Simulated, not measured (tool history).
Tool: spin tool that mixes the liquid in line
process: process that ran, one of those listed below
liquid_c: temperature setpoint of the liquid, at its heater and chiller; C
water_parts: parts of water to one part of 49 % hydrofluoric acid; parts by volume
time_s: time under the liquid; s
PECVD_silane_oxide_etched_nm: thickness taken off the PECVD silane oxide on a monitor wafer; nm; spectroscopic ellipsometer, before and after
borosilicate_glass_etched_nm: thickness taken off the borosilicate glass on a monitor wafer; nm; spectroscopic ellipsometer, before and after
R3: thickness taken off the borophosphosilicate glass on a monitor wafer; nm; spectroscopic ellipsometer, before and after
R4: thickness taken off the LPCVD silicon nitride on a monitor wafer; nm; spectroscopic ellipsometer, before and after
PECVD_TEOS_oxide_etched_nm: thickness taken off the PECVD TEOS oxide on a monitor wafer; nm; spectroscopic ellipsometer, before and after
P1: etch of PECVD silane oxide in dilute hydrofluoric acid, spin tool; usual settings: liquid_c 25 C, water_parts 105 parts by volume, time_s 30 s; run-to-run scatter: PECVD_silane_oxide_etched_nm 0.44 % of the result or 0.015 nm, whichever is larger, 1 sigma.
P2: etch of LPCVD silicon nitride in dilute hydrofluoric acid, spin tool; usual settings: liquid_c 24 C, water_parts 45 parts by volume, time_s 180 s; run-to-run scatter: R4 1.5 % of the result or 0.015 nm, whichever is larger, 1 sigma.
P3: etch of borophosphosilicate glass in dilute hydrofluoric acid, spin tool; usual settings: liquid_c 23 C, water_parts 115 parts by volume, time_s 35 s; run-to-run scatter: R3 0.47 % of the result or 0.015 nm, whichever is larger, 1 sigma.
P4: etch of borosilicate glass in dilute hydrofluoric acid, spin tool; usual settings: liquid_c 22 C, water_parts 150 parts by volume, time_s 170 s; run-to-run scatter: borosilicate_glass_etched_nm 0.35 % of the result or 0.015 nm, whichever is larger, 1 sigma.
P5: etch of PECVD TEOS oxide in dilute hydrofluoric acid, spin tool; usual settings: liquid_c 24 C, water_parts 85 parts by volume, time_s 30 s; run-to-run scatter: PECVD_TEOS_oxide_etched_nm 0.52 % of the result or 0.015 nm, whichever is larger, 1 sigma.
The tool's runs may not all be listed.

Run 1, hour 3.9: process P1, liquid_c 25 C, water_parts 105 parts by volume, time_s 30 s. Result: PECVD_silane_oxide_etched_nm 11.874 nm.
Run 2, hour 9.7: process P1, liquid_c 25 C, water_parts 105 parts by volume, time_s 30 s. Result: PECVD_silane_oxide_etched_nm 11.947 nm.
Run 3, hour 14.4: process P4, liquid_c 22 C, water_parts 150 parts by volume, time_s 55 s. Result: borosilicate_glass_etched_nm 6.404 nm.
Run 4, hour 18.5: process P1, liquid_c 25 C, water_parts 140 parts by volume, time_s 30 s. Result: PECVD_silane_oxide_etched_nm 8.6392 nm.
Run 5, hour 24.2: process P3, liquid_c 27 C, water_parts 115 parts by volume, time_s 35 s. Result: R3 10.732 nm.
Run 6, hour 27.2: process P1, liquid_c 25 C, water_parts 145 parts by volume, time_s 15 s. Result: PECVD_silane_oxide_etched_nm 4.1103 nm.
Run 7, hour 32.1: process P3, liquid_c 23 C, water_parts 115 parts by volume, time_s 35 s. Result: R3 9.186 nm.
Run 8, hour 37.6: process P3, liquid_c 23 C, water_parts 205 parts by volume, time_s 35 s. Result: R3 4.6805 nm.
Run 9, hour 41.7: process P2, liquid_c 24 C, water_parts 45 parts by volume, time_s 270 s. Result: R4 2.6882 nm.
Run 10, hour 45.1: process P1, liquid_c 25 C, water_parts 175 parts by volume, time_s 15 s. Result: PECVD_silane_oxide_etched_nm 3.363 nm.
Run 11, hour 49.1: process P5, liquid_c 24 C, water_parts 85 parts by volume, time_s 30 s. Result: PECVD_TEOS_oxide_etched_nm 9.4192 nm.
Run 12, hour 52.4: process P1, liquid_c 25 C, water_parts 105 parts by volume, time_s 30 s. Result: PECVD_silane_oxide_etched_nm 11.999 nm.
Run 13, hour 58.4: process P1, liquid_c 25 C, water_parts 105 parts by volume, time_s 30 s. Result: PECVD_silane_oxide_etched_nm 11.975 nm.
Run 14, hour 63.4: process P5, liquid_c 24 C, water_parts 20 parts by volume, time_s 30 s. Result: PECVD_TEOS_oxide_etched_nm 43.667 nm.
Run 15, hour 67.3: process P5, liquid_c 24 C, water_parts 85 parts by volume, time_s 45 s. Result: PECVD_TEOS_oxide_etched_nm 14.204 nm.
Run 16, hour 70.8: process P4, liquid_c 17 C, water_parts 150 parts by volume, time_s 170 s. Result: borosilicate_glass_etched_nm 16.077 nm.
Run 17, hour 75.4: process P3, liquid_c 23 C, water_parts 115 parts by volume, time_s 35 s. Result: R3 9.2597 nm.
Run 18, hour 81.5: process P1, liquid_c 30.5 C, water_parts 105 parts by volume, time_s 30 s. Result: PECVD_silane_oxide_etched_nm 14.841 nm.
Run 19, hour 88: process P2, liquid_c 24 C, water_parts 45 parts by volume, time_s 180 s. Result: R4 1.8023 nm.
Run 20, hour 91.9: process P2, liquid_c 24 C, water_parts 45 parts by volume, time_s 180 s. Result: R4 1.8383 nm.
Run 21, hour 96.6: process P2, liquid_c 19.5 C, water_parts 45 parts by volume, time_s 180 s. Result: R4 1.3516 nm.
Run 22, hour 100.3: process P1, liquid_c 25 C, water_parts 105 parts by volume, time_s 55 s. Result: PECVD_silane_oxide_etched_nm 22.15 nm.
Run 23, hour 106.9: process P1, liquid_c 25 C, water_parts 105 parts by volume, time_s 15 s. Result: PECVD_silane_oxide_etched_nm 6.0074 nm.
Run 24, hour 113.5: process P1, liquid_c 17 C, water_parts 105 parts by volume, time_s 30 s. Result: PECVD_silane_oxide_etched_nm 8.7073 nm.
Run 25, hour 116.7: process P1, liquid_c 25 C, water_parts 35 parts by volume, time_s 30 s. Result: PECVD_silane_oxide_etched_nm 39.664 nm.
Run 26, hour 121.3: process P4, liquid_c 22 C, water_parts 270 parts by volume, time_s 170 s. Result: borosilicate_glass_etched_nm 9.699 nm.
Run 27, hour 127.5: process P1, liquid_c 25 C, water_parts 105 parts by volume, time_s 30 s. Result: PECVD_silane_oxide_etched_nm 11.948 nm.
Run 28, hour 133: process P3, liquid_c 23 C, water_parts 115 parts by volume, time_s 65 s. Result: R3 17.154 nm.
Run 29, hour 138.1: process P5, liquid_c 28.5 C, water_parts 85 parts by volume, time_s 30 s. Result: PECVD_TEOS_oxide_etched_nm 11.328 nm.
Run 30, hour 142.7: process P1, liquid_c 29.5 C, water_parts 160 parts by volume, time_s 30 s. Result: PECVD_silane_oxide_etched_nm 8.7148 nm.
Run 31, hour 145.6: process P1, liquid_c 25 C, water_parts 105 parts by volume, time_s 30 s. Result: PECVD_silane_oxide_etched_nm 12.12 nm.
Run 32, hour 149.9: process P4, liquid_c 22 C, water_parts 150 parts by volume, time_s 170 s. Result: borosilicate_glass_etched_nm 19.545 nm.
Run 33, hour 155.5: process P2, liquid_c 24 C, water_parts 65 parts by volume, time_s 180 s. Result: R4 1.2518 nm.
Run 34, hour 161.7: process P1, liquid_c 25 C, water_parts 105 parts by volume, time_s 30 s. Result: PECVD_silane_oxide_etched_nm 12.031 nm.
Run 35, hour 168: process P1, liquid_c 25 C, water_parts 105 parts by volume, time_s 30 s. Result: PECVD_silane_oxide_etched_nm 12.355 nm.
Run 36, hour 172.2: process P1, liquid_c 25 C, water_parts 105 parts by volume, time_s 30 s. Result: PECVD_silane_oxide_etched_nm 12.643 nm.
Run 37, hour 176.1: process P1, liquid_c 25 C, water_parts 105 parts by volume, time_s 30 s. Result: PECVD_silane_oxide_etched_nm 12.705 nm.
Run 38, hour 180.2: process P1, liquid_c 25 C, water_parts 105 parts by volume, time_s 30 s. Result: PECVD_silane_oxide_etched_nm 12.783 nm.
Run 39, hour 186.5: process P1, liquid_c 25 C, water_parts 105 parts by volume, time_s 30 s. Result: PECVD_silane_oxide_etched_nm 12.89 nm.
Run 40, hour 189.8: process P1, liquid_c 25 C, water_parts 105 parts by volume, time_s 30 s. Result: PECVD_silane_oxide_etched_nm 13.014 nm.
Run 41, hour 193.3: process P1, liquid_c 25 C, water_parts 105 parts by volume, time_s 30 s. Result: PECVD_silane_oxide_etched_nm 12.91 nm.
Run 42, hour 199.7: process P1, liquid_c 25 C, water_parts 105 parts by volume, time_s 30 s. Result: PECVD_silane_oxide_etched_nm 12.943 nm.

What P1 gives has crept away from where it was. These 2 causes fit the log equally well, each at the size given:
A: liquid hotter than its thermometer reads (K) = 1.92
B: hydrofluoric acid flow above the setpoint (%) = 6.82
The creep began at about hour 161.7.

4 check runs are offered, each on 5 wafers whose results are averaged, their results left as question marks. Which one tells the causes apart?
Run check 1, hour 206.1: process P2, liquid_c 24 C, water_parts 45 parts by volume, time_s 180 s. Result: R4 ?.
Run check 2, hour 206.1: process P5, liquid_c 24 C, water_parts 85 parts by volume, time_s 30 s. Result: PECVD_TEOS_oxide_etched_nm ?.
Run check 3, hour 206.1: process P4, liquid_c 22 C, water_parts 150 parts by volume, time_s 170 s. Result: borosilicate_glass_etched_nm ?.
Run check 4, hour 206.1: process P3, liquid_c 23 C, water_parts 115 parts by volume, time_s 35 s. Result: R3 ?.

What each check would give under each cause:
  check                        result    if A    if B
check 1                            R4  2.0728  1.9432
check 2    PECVD_TEOS_oxide_etched_nm  10.226  10.192
check 3  borosilicate_glass_etched_nm  21.122  21.172
check 4                            R3  9.8946   9.888
How far apart the two closest causes lie, in the result that separates them most: check 1 6.46 %; check 2 0.34 %; check 3 0.23 %; check 4 0.07 %
Check 1 tells the causes apart: in the others they would give nearly the same result.

Then check 1 was run and gave: R4 2.0698 nm. Which cause is it?

It is A: liquid hotter than its thermometer reads (K).
